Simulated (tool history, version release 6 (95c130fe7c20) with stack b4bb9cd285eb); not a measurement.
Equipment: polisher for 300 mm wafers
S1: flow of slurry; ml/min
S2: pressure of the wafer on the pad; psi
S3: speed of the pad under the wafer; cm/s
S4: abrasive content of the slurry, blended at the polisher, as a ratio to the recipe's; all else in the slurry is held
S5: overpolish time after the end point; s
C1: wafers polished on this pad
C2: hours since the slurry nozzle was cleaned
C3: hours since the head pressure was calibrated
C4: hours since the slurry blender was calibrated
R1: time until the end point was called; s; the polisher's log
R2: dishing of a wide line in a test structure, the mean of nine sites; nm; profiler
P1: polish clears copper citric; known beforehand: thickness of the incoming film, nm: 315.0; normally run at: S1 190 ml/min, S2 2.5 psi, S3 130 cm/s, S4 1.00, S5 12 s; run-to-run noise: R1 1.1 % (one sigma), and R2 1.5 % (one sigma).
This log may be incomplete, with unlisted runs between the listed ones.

{"run": 1, "hour": 14.1, "S1": 190, "S2": 2.5, "S3": 130, "S4": 1.0, "S5": 12, "C1": 523, "C2": 217.1, "C3": 337.3, "C4": 180.8, "R1": 117.64, "R2": 23.525}
{"run": 2, "hour": 28.9, "S1": 190, "S2": 3.6, "S3": 130, "S4": 1.0, "S5": 12, "C1": 636, "C2": 231.9, "C3": 352.1, "C4": 195.6, "R1": 84.038, "R2": 33.053}
{"run": 3, "hour": 48.0, "S1": 190, "S2": 3.8, "S3": 130, "S4": 1.0, "S5": 21, "C1": 781, "C2": 251.0, "C3": 371.2, "C4": 214.7, "R1": 78.992, "R2": 54.494}
{"run": 4, "hour": 58.1, "S1": 190, "S2": 2.5, "S3": 130, "S4": 1.0, "S5": 12, "C1": 858, "C2": 261.1, "C3": 381.3, "C4": 224.8, "R1": 118.57, "R2": 23.372}
{"run": 5, "hour": 75.9, "S1": 190, "S2": 1.1, "S3": 130, "S4": 1.0, "S5": 12, "C1": 994, "C2": 278.9, "C3": 399.1, "C4": 242.6, "R1": 263.7, "R2": 10.994}
{"run": 6, "hour": 85.3, "S1": 190, "S2": 2.5, "S3": 130, "S4": 0.7, "S5": 12, "C1": 1066, "C2": 288.3, "C3": 408.5, "C4": 252.0, "R1": 129.61, "R2": 22.69}
{"run": 7, "hour": 99.0, "S1": 190, "S2": 2.5, "S3": 130, "S4": 1.0, "S5": 12, "C1": 1170, "C2": 302.0, "C3": 422.2, "C4": 265.7, "R1": 121.44, "R2": 23.882}
{"run": 8, "hour": 118.2, "S1": 190, "S2": 2.5, "S3": 130, "S4": 1.45, "S5": 12, "C1": 1316, "C2": 321.2, "C3": 441.4, "C4": 284.9, "R1": 108.54, "R2": 25.944}
{"run": 9, "hour": 130.2, "S1": 190, "S2": 2.5, "S3": 188, "S4": 1.0, "S5": 12, "C1": 1408, "C2": 333.2, "C3": 453.4, "C4": 296.9, "R1": 84.151, "R2": 32.861}
{"hour": 131.2, "done": "worn pad replaced by a new one"}
{"run": 10, "hour": 148.8, "S1": 190, "S2": 2.5, "S3": 60, "S4": 1.0, "S5": 12, "C1": 134, "C2": 351.8, "C3": 472.0, "C4": 315.5, "R1": 254.66, "R2": 11.966}
{"hour": 159.1, "done": "slurry nozzle cleaned"}
{"run": 11, "hour": 163.5, "S1": 190, "S2": 2.5, "S3": 130, "S4": 1.0, "S5": 21, "C1": 246, "C2": 4.4, "C3": 486.7, "C4": 330.2, "R1": 122.2, "R2": 37.09}
{"run": 12, "hour": 179.4, "S1": 190, "S2": 2.5, "S3": 130, "S4": 1.0, "S5": 12, "C1": 368, "C2": 20.3, "C3": 502.6, "C4": 346.1, "R1": 118.45, "R2": 23.201}
{"run": 13, "hour": 195.0, "S1": 190, "S2": 2.5, "S3": 130, "S4": 1.0, "S5": 12, "C1": 486, "C2": 35.9, "C3": 518.2, "C4": 361.7, "R1": 119.38, "R2": 23.735}
{"run": 14, "hour": 205.4, "S1": 275, "S2": 2.5, "S3": 130, "S4": 1.0, "S5": 12, "C1": 566, "C2": 46.3, "C3": 528.6, "C4": 372.1, "R1": 115.62, "R2": 23.867}
{"run": 15, "hour": 220.7, "S1": 115, "S2": 2.5, "S3": 130, "S4": 1.0, "S5": 12, "C1": 682, "C2": 61.6, "C3": 543.9, "C4": 387.4, "R1": 131.76, "R2": 21.848}
{"run": 16, "hour": 230.2, "S1": 190, "S2": 2.5, "S3": 130, "S4": 1.0, "S5": 4, "C1": 755, "C2": 71.1, "C3": 553.4, "C4": 396.9, "R1": 121.12, "R2": 8.3992}

Forecast run 17:
{"run": 17, "hour": 245.1, "S1": 190, "S2": 2.5, "S3": 130, "S4": 1.0, "S5": 12, "C1": 868, "C2": 86.0, "C3": 568.3, "C4": 411.8, "R1": "?", "R2": "?"}

{"run 17": {"R1": 117.47, "R2": 24.734}}
